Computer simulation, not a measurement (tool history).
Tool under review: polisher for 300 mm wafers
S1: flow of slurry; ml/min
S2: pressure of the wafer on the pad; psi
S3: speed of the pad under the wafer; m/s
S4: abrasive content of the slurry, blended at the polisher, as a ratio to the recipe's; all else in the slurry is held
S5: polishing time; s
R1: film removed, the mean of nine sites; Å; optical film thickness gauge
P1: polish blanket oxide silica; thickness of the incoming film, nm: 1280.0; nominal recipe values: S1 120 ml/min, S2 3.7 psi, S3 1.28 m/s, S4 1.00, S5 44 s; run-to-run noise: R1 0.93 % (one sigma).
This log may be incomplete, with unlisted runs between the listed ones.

{"run": 1, "hour": 12.3, "S1": 120, "S2": 3.7, "S3": 1.28, "S4": 1.0, "S5": 44, "R1": 1462.2}
{"run": 2, "hour": 23.5, "S1": 160, "S2": 3.7, "S3": 1.28, "S4": 1.0, "S5": 44, "R1": 1576.2}
{"run": 3, "hour": 31.5, "S1": 120, "S2": 3.7, "S3": 1.28, "S4": 1.0, "S5": 57, "R1": 1889.0}
{"run": 4, "hour": 42.1, "S1": 120, "S2": 3.7, "S3": 1.28, "S4": 1.0, "S5": 44, "R1": 1459.1}
{"run": 5, "hour": 52.4, "S1": 120, "S2": 3.7, "S3": 1.28, "S4": 1.35, "S5": 44, "R1": 1662.5}
{"run": 6, "hour": 62.6, "S1": 120, "S2": 5.9, "S3": 1.28, "S4": 1.0, "S5": 44, "R1": 2299.4}
{"run": 7, "hour": 74.8, "S1": 120, "S2": 3.7, "S3": 1.28, "S4": 0.65, "S5": 24, "R1": 631.52}
{"run": 8, "hour": 82.8, "S1": 120, "S2": 3.7, "S3": 1.28, "S4": 1.45, "S5": 21, "R1": 805.08}
{"run": 9, "hour": 89.0, "S1": 120, "S2": 3.7, "S3": 1.28, "S4": 1.0, "S5": 44, "R1": 1446.4}
{"run": 10, "hour": 96.2, "S1": 120, "S2": 3.7, "S3": 1.28, "S4": 1.0, "S5": 22, "R1": 721.95}
{"run": 11, "hour": 106.4, "S1": 120, "S2": 3.7, "S3": 1.28, "S4": 1.0, "S5": 44, "R1": 1462.5}
{"run": 12, "hour": 119.3, "S1": 120, "S2": 3.7, "S3": 1.28, "S4": 0.6, "S5": 44, "R1": 1126.4}
{"run": 13, "hour": 129.7, "S1": 120, "S2": 3.7, "S3": 1.28, "S4": 1.0, "S5": 44, "R1": 1468.0}
{"run": 14, "hour": 141.6, "S1": 120, "S2": 3.7, "S3": 1.96, "S4": 1.0, "S5": 44, "R1": 2038.1}
{"run": 15, "hour": 148.6, "S1": 80, "S2": 3.7, "S3": 1.28, "S4": 1.0, "S5": 44, "R1": 1306.6}
{"run": 16, "hour": 158.8, "S1": 120, "S2": 3.7, "S3": 1.28, "S4": 1.0, "S5": 44, "R1": 1454.0}
{"run": 17, "hour": 166.6, "S1": 120, "S2": 1.7, "S3": 1.28, "S4": 1.0, "S5": 44, "R1": 658.4}
{"run": 18, "hour": 178.0, "S1": 120, "S2": 3.7, "S3": 0.58, "S4": 1.0, "S5": 44, "R1": 772.34}
{"run": 19, "hour": 183.8, "S1": 120, "S2": 3.7, "S3": 1.28, "S4": 1.0, "S5": 44, "R1": 1456.4}
{"run": 20, "hour": 191.6, "S1": 120, "S2": 3.7, "S3": 1.28, "S4": 1.0, "S5": 44, "R1": 1436.3}
{"run": 21, "hour": 202.0, "S1": 120, "S2": 3.7, "S3": 1.28, "S4": 1.0, "S5": 44, "R1": 1372.9}
{"run": 22, "hour": 211.7, "S1": 120, "S2": 3.7, "S3": 1.28, "S4": 1.0, "S5": 44, "R1": 1343.2}
{"hour": 214.6, "done": "worn pad replaced by a new one"}
{"run": 23, "hour": 224.4, "S1": 120, "S2": 3.7, "S3": 1.28, "S4": 1.0, "S5": 44, "R1": 1346.1}
{"run": 24, "hour": 230.9, "S1": 120, "S2": 3.7, "S3": 1.28, "S4": 1.0, "S5": 44, "R1": 1303.3}
{"hour": 233.5, "done": "conditioning disc replaced and pad reconditioned"}
{"run": 25, "hour": 238.5, "S1": 120, "S2": 3.7, "S3": 1.28, "S4": 1.0, "S5": 44, "R1": 1298.7}
{"hour": 241.9, "done": "head pressure recalibrated"}
{"run": 26, "hour": 245.7, "S1": 120, "S2": 3.7, "S3": 1.28, "S4": 1.0, "S5": 44, "R1": 1303.0}
{"run": 27, "hour": 251.6, "S1": 120, "S2": 3.7, "S3": 1.28, "S4": 1.0, "S5": 44, "R1": 1272.7}
{"run": 28, "hour": 263.4, "S1": 120, "S2": 3.7, "S3": 1.28, "S4": 1.0, "S5": 44, "R1": 1266.7}
{"run": 29, "hour": 269.0, "S1": 120, "S2": 3.7, "S3": 1.28, "S4": 1.0, "S5": 44, "R1": 1278.7}

What P1 gives has crept away from where it was. These 2 causes fit the log equally well, each at the size given:
A: slurry flow missing at the pad, % = 38.5
B: abrasive missing from the slurry, % = 23.2
The creep began at about hour 183.8.
Excluded causes, each with its reason:
removal rate lost through wear of the pad, %: work on it at hour 214.6, done after the drift set in, did not restore what the process gave before
head's pressure below its setpoint, %: work on it at hour 241.9, done after the drift set in, did not restore what the process gave before
time polished since the conditioner stopped cutting, s: work on it at hour 233.5, done after the drift set in, did not restore what the process gave before

Consider the 4 check runs below, whose results appear as question marks and each of which averages 3 wafers. Which one distinguishes the causes, in that each cause would give it a clearly different result?
{"run": "check 1", "hour": 274.6, "S1": 120, "S2": 1.7, "S3": 1.9, "S4": 1.0, "S5": 44, "R1": "?"}
{"run": "check 2", "hour": 274.6, "S1": 85, "S2": 5.4, "S3": 1.28, "S4": 1.0, "S5": 44, "R1": "?"}
{"run": "check 3", "hour": 274.6, "S1": 120, "S2": 5.7, "S3": 1.94, "S4": 1.0, "S5": 44, "R1": "?"}
{"run": "check 4", "hour": 274.6, "S1": 120, "S2": 3.7, "S3": 0.72, "S4": 1.0, "S5": 27, "R1": "?"}

What each check would give under each cause:
check=check_1 result=R1 if_A=805.99 if_B=805.87
check=check_2 result=R1 if_A=1640.90 if_B=1713.50
check=check_3 result=R1 if_A=2747.90 if_B=2747.50
check=check_4 result=R1 if_A=495.29 if_B=495.21
Separation of the two closest causes in each check, using whichever result separates them best: check 1 0.02 %; check 2 4.33 %; check 3 0.02 %; check 4 0.02 %
Check 2 distinguishes between the causes, while the remaining checks would return nearly the same result for all of them.

Then check 2 was run and gave: R1 1631.30 Å. Which cause is it?

It was cause A: slurry flow missing at the pad, %.
